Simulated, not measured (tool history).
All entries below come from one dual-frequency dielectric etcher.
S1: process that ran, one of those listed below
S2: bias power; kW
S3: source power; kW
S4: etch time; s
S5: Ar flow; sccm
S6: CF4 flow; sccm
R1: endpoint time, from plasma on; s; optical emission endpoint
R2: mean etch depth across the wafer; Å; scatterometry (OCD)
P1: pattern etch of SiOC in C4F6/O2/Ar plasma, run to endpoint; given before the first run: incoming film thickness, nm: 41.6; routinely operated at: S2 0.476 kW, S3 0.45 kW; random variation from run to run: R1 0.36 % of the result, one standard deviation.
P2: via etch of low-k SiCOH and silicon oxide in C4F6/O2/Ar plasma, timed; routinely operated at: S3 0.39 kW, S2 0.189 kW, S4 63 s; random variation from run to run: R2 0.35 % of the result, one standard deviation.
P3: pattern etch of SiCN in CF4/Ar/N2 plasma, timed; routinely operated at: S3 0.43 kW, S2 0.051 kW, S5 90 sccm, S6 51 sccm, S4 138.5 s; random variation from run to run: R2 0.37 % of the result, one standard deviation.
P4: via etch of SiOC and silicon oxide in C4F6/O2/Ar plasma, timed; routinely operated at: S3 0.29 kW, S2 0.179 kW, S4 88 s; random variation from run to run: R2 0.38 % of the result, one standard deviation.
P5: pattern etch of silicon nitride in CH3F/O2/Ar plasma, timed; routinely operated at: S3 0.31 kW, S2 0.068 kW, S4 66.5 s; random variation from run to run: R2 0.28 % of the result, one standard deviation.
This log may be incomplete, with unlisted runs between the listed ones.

run	day	S1	S2	S3	S4	S5	S6	R1	R2
1	0.404	P1	0.476	0.45				13.435	
2	0.758	P4	0.103	0.29	88				728.9
3	1.038	P4	0.179	0.38	88				965.98
4	1.558	P3	0.051	0.43	138.5	55	51		1099.9
# day 1.817: wet clean of the chamber
5	2.038	P1	0.476	0.45				13.44	
6	2.404	P2	0.189	0.39	63				1727.9
7	2.833	P2	0.189	0.51	63				1924.4
8	3.346	P1	0.476	0.45				13.368	
# day 3.467: bias power generator calibrated
9	3.858	P4	0.179	0.29	88				865.32
10	4.112	P3	0.072	0.43	138.5	90	51		1133.2
11	4.604	P5	0.068	0.31	36.5				235.47
12	4.879	P5	0.068	0.31	66.5				428.53
13	5.146	P1	0.476	0.28				16.057	
14	5.667	P5	0.068	0.31	66.5				430.48
15	6.012	P3	0.051	0.43	138.5	90	51		1012.9
16	6.321	P5	0.096	0.31	66.5				485.72
17	6.654	P1	0.64	0.6				10.728	
18	6.992	P2	0.135	0.39	63				1565
19	7.458	P1	0.336	0.45				15.215	
20	7.854	P3	0.051	0.31	138.5	90	51		756.49
21	8.388	P1	0.476	0.45				13.346	
22	8.721	P2	0.189	0.39	86.5				2373.8
23	9.033	P4	0.179	0.29	49.5				486.26
24	9.317	P1	0.476	0.45				13.38	
25	9.625	P3	0.051	0.43	138.5	90	51		1004.5
26	10	P3	0.051	0.43	138.5	90	31		924.75
27	10.321	P2	0.189	0.39	63				1730.4
28	10.592	P1	0.594	0.37				13.17	
29	11.096	P5	0.068	0.25	66.5				397.28
30	11.338	P3	0.051	0.43	100	90	51		730.32
31	11.638	P1	0.668	0.45				11.815	
32	12.112	P1	0.476	0.6				12.02	
33	12.488	P1	0.476	0.45				13.425	
34	12.904	P1	0.476	0.45				13.498	
35	13.342	P1	0.476	0.45				13.603	
36	13.596	P1	0.476	0.45				13.525	
37	14.117	P1	0.476	0.45				13.593	
38	14.521	P1	0.476	0.45				13.477	
39	15.025	P1	0.476	0.45				13.629	
40	15.517	P1	0.476	0.45				13.556	
41	15.783	P1	0.476	0.45				13.641	
# day 15.992: wet clean of the chamber
42	16.283	P1	0.476	0.45				13.714	
43	16.742	P1	0.476	0.45				13.614	
44	17.188	P1	0.476	0.45				13.64	

Something has made what P1 gives creep away from where it was; the 2 causes below, each at its own stated size, fit the log equally well:
A: bias power that arrives under what is set, % = 4.8
B: source power that arrives under what is set, % = 4.76
The gradual shift began around day 12.488.
Excluded causes, each with its reason:
chamber walls in a state that lowers the etch rate, %: serviced at day 15.992, after the change had begun; the process did not return to its earlier output

4 check runs are offered, one wafer each, their results left as question marks. Which one tells the causes apart?
check 1	17.633	P2	0.189	0.5	82				?
check 2	17.633	P5	0.093	0.31	37.5				?
check 3	17.633	P4	0.119	0.29	51.5				?
check 4	17.633	P3	0.063	0.43	138.5	61	51		?

If the cause were each of the candidates in turn, the checks would give the following:
check	result	if A	if B
check 1	R2	2448.7	2439.7
check 2	R2	266.37	266.35
check 3	R2	440.38	438.4
check 4	R2	1138.6	1108.3
Smallest distance between any two causes, each pair judged by its most separating result, in per cent: check 1 0.37 %; check 2 0.01 %; check 3 0.45 %; check 4 2.7 %
Only in check 4 would the causes give clearly different results; in the remaining checks their results would be nearly the same.

Running check 4 produced the following: R2 1141.8 Å. Which one of the listed causes fits?

Of the candidate causes, it is A: bias power that arrives under what is set, %.

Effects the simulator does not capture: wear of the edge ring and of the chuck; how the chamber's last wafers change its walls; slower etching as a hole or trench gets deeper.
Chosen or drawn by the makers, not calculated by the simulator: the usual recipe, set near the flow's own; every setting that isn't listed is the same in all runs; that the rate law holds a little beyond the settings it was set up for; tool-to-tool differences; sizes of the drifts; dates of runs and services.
